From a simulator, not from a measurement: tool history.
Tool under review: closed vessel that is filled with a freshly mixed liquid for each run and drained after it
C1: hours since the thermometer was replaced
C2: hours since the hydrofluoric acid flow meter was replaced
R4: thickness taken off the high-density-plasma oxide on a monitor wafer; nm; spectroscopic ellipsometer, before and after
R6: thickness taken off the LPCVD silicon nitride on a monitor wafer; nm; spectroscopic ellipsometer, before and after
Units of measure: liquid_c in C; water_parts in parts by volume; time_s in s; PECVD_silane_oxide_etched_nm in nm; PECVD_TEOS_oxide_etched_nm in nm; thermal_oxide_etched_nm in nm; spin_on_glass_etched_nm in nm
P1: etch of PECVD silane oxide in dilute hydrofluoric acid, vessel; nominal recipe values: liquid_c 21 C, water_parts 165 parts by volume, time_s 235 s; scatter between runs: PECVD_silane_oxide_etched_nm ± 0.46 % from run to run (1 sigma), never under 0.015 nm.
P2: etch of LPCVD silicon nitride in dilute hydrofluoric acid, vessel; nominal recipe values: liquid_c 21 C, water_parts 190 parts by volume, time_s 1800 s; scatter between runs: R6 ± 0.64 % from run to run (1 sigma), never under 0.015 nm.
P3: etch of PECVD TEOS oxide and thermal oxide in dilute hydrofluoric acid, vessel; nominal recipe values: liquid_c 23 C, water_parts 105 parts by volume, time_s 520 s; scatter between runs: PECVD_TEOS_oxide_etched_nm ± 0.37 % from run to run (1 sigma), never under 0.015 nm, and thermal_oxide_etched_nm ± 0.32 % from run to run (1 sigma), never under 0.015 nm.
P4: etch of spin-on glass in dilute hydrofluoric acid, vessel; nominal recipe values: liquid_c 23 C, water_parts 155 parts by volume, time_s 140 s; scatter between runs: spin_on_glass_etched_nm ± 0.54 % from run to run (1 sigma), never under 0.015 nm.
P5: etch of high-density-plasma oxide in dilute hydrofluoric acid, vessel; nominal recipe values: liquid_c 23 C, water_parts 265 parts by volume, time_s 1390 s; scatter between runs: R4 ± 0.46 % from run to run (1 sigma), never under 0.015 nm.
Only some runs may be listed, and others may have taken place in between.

{"run": 1, "hour": 10.3, "process": "P1", "liquid_c": 21, "water_parts": 165, "time_s": 235, "C1": 1257.8, "C2": 295.8, "PECVD_silane_oxide_etched_nm": 24.411}
{"run": 2, "hour": 19.2, "process": "P3", "liquid_c": 23, "water_parts": 105, "time_s": 520, "C1": 1266.7, "C2": 304.7, "PECVD_TEOS_oxide_etched_nm": 57.491, "thermal_oxide_etched_nm": 20.702}
{"run": 3, "hour": 30.3, "process": "P1", "liquid_c": 21, "water_parts": 165, "time_s": 235, "C1": 1277.8, "C2": 315.8, "PECVD_silane_oxide_etched_nm": 24.243}
{"run": 4, "hour": 41.4, "process": "P5", "liquid_c": 23, "water_parts": 265, "time_s": 1390, "C1": 1288.9, "C2": 326.9, "R4": 30.253}
{"run": 5, "hour": 50.7, "process": "P3", "liquid_c": 23, "water_parts": 105, "time_s": 520, "C1": 1298.2, "C2": 336.2, "PECVD_TEOS_oxide_etched_nm": 57.183, "thermal_oxide_etched_nm": 20.728}
{"run": 6, "hour": 59.7, "process": "P4", "liquid_c": 23, "water_parts": 155, "time_s": 140, "C1": 1307.2, "C2": 345.2, "spin_on_glass_etched_nm": 32.034}
{"run": 7, "hour": 72.4, "process": "P4", "liquid_c": 23, "water_parts": 155, "time_s": 250, "C1": 1319.9, "C2": 357.9, "spin_on_glass_etched_nm": 57.33}
{"run": 8, "hour": 81.6, "process": "P2", "liquid_c": 21, "water_parts": 190, "time_s": 1800, "C1": 1329.1, "C2": 367.1, "R6": 3.5209}
{"run": 9, "hour": 90.5, "process": "P5", "liquid_c": 23, "water_parts": 265, "time_s": 260, "C1": 1338, "C2": 376, "R4": 5.6875}
{"run": 10, "hour": 98.0, "process": "P2", "liquid_c": 26.5, "water_parts": 190, "time_s": 1800, "C1": 1345.5, "C2": 383.5, "R6": 5.0483}
{"run": 11, "hour": 110.6, "process": "P1", "liquid_c": 21, "water_parts": 165, "time_s": 235, "C1": 1358.1, "C2": 396.1, "PECVD_silane_oxide_etched_nm": 24.191}
{"run": 12, "hour": 122.2, "process": "P1", "liquid_c": 21, "water_parts": 165, "time_s": 375, "C1": 1369.7, "C2": 407.7, "PECVD_silane_oxide_etched_nm": 38.478}
{"run": 13, "hour": 133.5, "process": "P1", "liquid_c": 21, "water_parts": 165, "time_s": 235, "C1": 1381, "C2": 419, "PECVD_silane_oxide_etched_nm": 24.132}
{"run": 14, "hour": 142.4, "process": "P1", "liquid_c": 21, "water_parts": 65, "time_s": 235, "C1": 1389.9, "C2": 427.9, "PECVD_silane_oxide_etched_nm": 68.647}
{"run": 15, "hour": 155.5, "process": "P3", "liquid_c": 30, "water_parts": 105, "time_s": 520, "C1": 1403, "C2": 441, "PECVD_TEOS_oxide_etched_nm": 75.005, "thermal_oxide_etched_nm": 27.011}
{"run": 16, "hour": 165.2, "process": "P5", "liquid_c": 19, "water_parts": 265, "time_s": 1390, "C1": 1412.7, "C2": 450.7, "R4": 26.246}
{"run": 17, "hour": 178.8, "process": "P5", "liquid_c": 23, "water_parts": 55, "time_s": 1390, "C1": 1426.3, "C2": 464.3, "R4": 184.34}
{"run": 18, "hour": 191.6, "process": "P2", "liquid_c": 21, "water_parts": 190, "time_s": 2680, "C1": 1439.1, "C2": 477.1, "R6": 5.2501}
{"run": 19, "hour": 203.2, "process": "P2", "liquid_c": 21, "water_parts": 285, "time_s": 1800, "C1": 1450.7, "C2": 488.7, "R6": 2.3777}
{"run": 20, "hour": 211.7, "process": "P1", "liquid_c": 21, "water_parts": 165, "time_s": 235, "C1": 1459.2, "C2": 497.2, "PECVD_silane_oxide_etched_nm": 24.122}
{"run": 21, "hour": 225.0, "process": "P1", "liquid_c": 21, "water_parts": 165, "time_s": 235, "C1": 1472.5, "C2": 510.5, "PECVD_silane_oxide_etched_nm": 24.228}
{"run": 22, "hour": 234.3, "process": "P1", "liquid_c": 25, "water_parts": 85, "time_s": 235, "C1": 1481.8, "C2": 519.8, "PECVD_silane_oxide_etched_nm": 59.805}
{"run": 23, "hour": 241.4, "process": "P1", "liquid_c": 26.5, "water_parts": 165, "time_s": 235, "C1": 1488.9, "C2": 526.9, "PECVD_silane_oxide_etched_nm": 29.813}
{"run": 24, "hour": 254.3, "process": "P1", "liquid_c": 17, "water_parts": 165, "time_s": 140, "C1": 1501.8, "C2": 539.8, "PECVD_silane_oxide_etched_nm": 12.281}
{"run": 25, "hour": 263.9, "process": "P1", "liquid_c": 21, "water_parts": 165, "time_s": 60, "C1": 1511.4, "C2": 549.4, "PECVD_silane_oxide_etched_nm": 6.21}
{"hour": 270.7, "done": "hydrofluoric acid flow meter replaced"}
{"run": 26, "hour": 271.3, "process": "P4", "liquid_c": 29, "water_parts": 155, "time_s": 140, "C1": 1518.8, "C2": 0.7, "spin_on_glass_etched_nm": 39.736}
{"run": 27, "hour": 280.6, "process": "P3", "liquid_c": 23, "water_parts": 180, "time_s": 520, "C1": 1528.1, "C2": 10, "PECVD_TEOS_oxide_etched_nm": 30.87, "thermal_oxide_etched_nm": 11.087}
{"run": 28, "hour": 287.9, "process": "P3", "liquid_c": 23, "water_parts": 105, "time_s": 1030, "C1": 1535.4, "C2": 17.3, "PECVD_TEOS_oxide_etched_nm": 113.3, "thermal_oxide_etched_nm": 40.718}
{"run": 29, "hour": 299.2, "process": "P4", "liquid_c": 23, "water_parts": 65, "time_s": 140, "C1": 1546.7, "C2": 28.6, "spin_on_glass_etched_nm": 85.269}
{"run": 30, "hour": 305.6, "process": "P1", "liquid_c": 21, "water_parts": 300, "time_s": 235, "C1": 1553.1, "C2": 35, "PECVD_silane_oxide_etched_nm": 11.637}
{"run": 31, "hour": 316.8, "process": "P1", "liquid_c": 17, "water_parts": 165, "time_s": 235, "C1": 1564.3, "C2": 46.2, "PECVD_silane_oxide_etched_nm": 20.671}
{"run": 32, "hour": 328.3, "process": "P1", "liquid_c": 21, "water_parts": 40, "time_s": 30, "C1": 1575.8, "C2": 57.7, "PECVD_silane_oxide_etched_nm": 14.679}
{"run": 33, "hour": 341.6, "process": "P1", "liquid_c": 21, "water_parts": 165, "time_s": 235, "C1": 1589.1, "C2": 71, "PECVD_silane_oxide_etched_nm": 24.192}
{"run": 34, "hour": 349.5, "process": "P1", "liquid_c": 21, "water_parts": 165, "time_s": 235, "C1": 1597, "C2": 78.9, "PECVD_silane_oxide_etched_nm": 24.729}
{"run": 35, "hour": 358.3, "process": "P1", "liquid_c": 21, "water_parts": 165, "time_s": 235, "C1": 1605.8, "C2": 87.7, "PECVD_silane_oxide_etched_nm": 25.392}
{"run": 36, "hour": 366.9, "process": "P1", "liquid_c": 21, "water_parts": 165, "time_s": 235, "C1": 1614.4, "C2": 96.3, "PECVD_silane_oxide_etched_nm": 25.627}
{"run": 37, "hour": 373.3, "process": "P1", "liquid_c": 21, "water_parts": 165, "time_s": 235, "C1": 1620.8, "C2": 102.7, "PECVD_silane_oxide_etched_nm": 25.921}
{"run": 38, "hour": 382.8, "process": "P1", "liquid_c": 21, "water_parts": 165, "time_s": 235, "C1": 1630.3, "C2": 112.2, "PECVD_silane_oxide_etched_nm": 25.962}
{"run": 39, "hour": 391.9, "process": "P1", "liquid_c": 21, "water_parts": 165, "time_s": 235, "C1": 1639.4, "C2": 121.3, "PECVD_silane_oxide_etched_nm": 26.12}
{"run": 40, "hour": 405.4, "process": "P1", "liquid_c": 21, "water_parts": 165, "time_s": 235, "C1": 1652.9, "C2": 134.8, "PECVD_silane_oxide_etched_nm": 26.192}
{"run": 41, "hour": 416.8, "process": "P1", "liquid_c": 21, "water_parts": 165, "time_s": 235, "C1": 1664.3, "C2": 146.2, "PECVD_silane_oxide_etched_nm": 26.041}

P1 no longer gives what it gave before; its output has crept away from where it was. The following 2 causes, each at its listed size, fit the log equally well:
A: hydrofluoric acid flow above the setpoint (%) = 6.97
B: liquid hotter than its thermometer reads (K) = 2.04
The onset of the drift is placed at about hour 341.6.

Each of the 4 check runs below uses one wafer; its results are left as question marks. Which run tells the causes apart?
{"run": "check 1", "hour": 428.2, "process": "P2", "liquid_c": 25.5, "water_parts": 190, "time_s": 1800, "R6": "?"}
{"run": "check 2", "hour": 428.2, "process": "P5", "liquid_c": 23, "water_parts": 70, "time_s": 320, "R4": "?"}
{"run": "check 3", "hour": 428.2, "process": "P4", "liquid_c": 23, "water_parts": 110, "time_s": 140, "spin_on_glass_etched_nm": "?"}
{"run": "check 4", "hour": 428.2, "process": "P3", "liquid_c": 23, "water_parts": 180, "time_s": 520, "PECVD_TEOS_oxide_etched_nm": "?", "thermal_oxide_etched_nm": "?"}

Check results expected under each cause:
check=check_1 result=R6 if_A=5.0409 if_B=5.3494
check=check_2 result=R4 if_A=35.358 if_B=35.696
check=check_3 result=spin_on_glass_etched_nm if_A=51.381 if_B=51.602
check=check_4 result=PECVD_TEOS_oxide_etched_nm if_A=33.309 if_B=33.186
check=check_4 result=thermal_oxide_etched_nm if_A=12.01 if_B=11.966
Per-check spread between the two closest causes, in the result where they differ most: check 1 5.94 %; check 2 0.95 %; check 3 0.43 %; check 4 0.37 %
The other checks would show nearly matching results whichever cause is true, so check 1 is the only one that separates the causes.

The results of check 1 are: R6 5.3443 nm. Based on these, which of the listed causes is it?

The cause is B: liquid hotter than its thermometer reads (K).
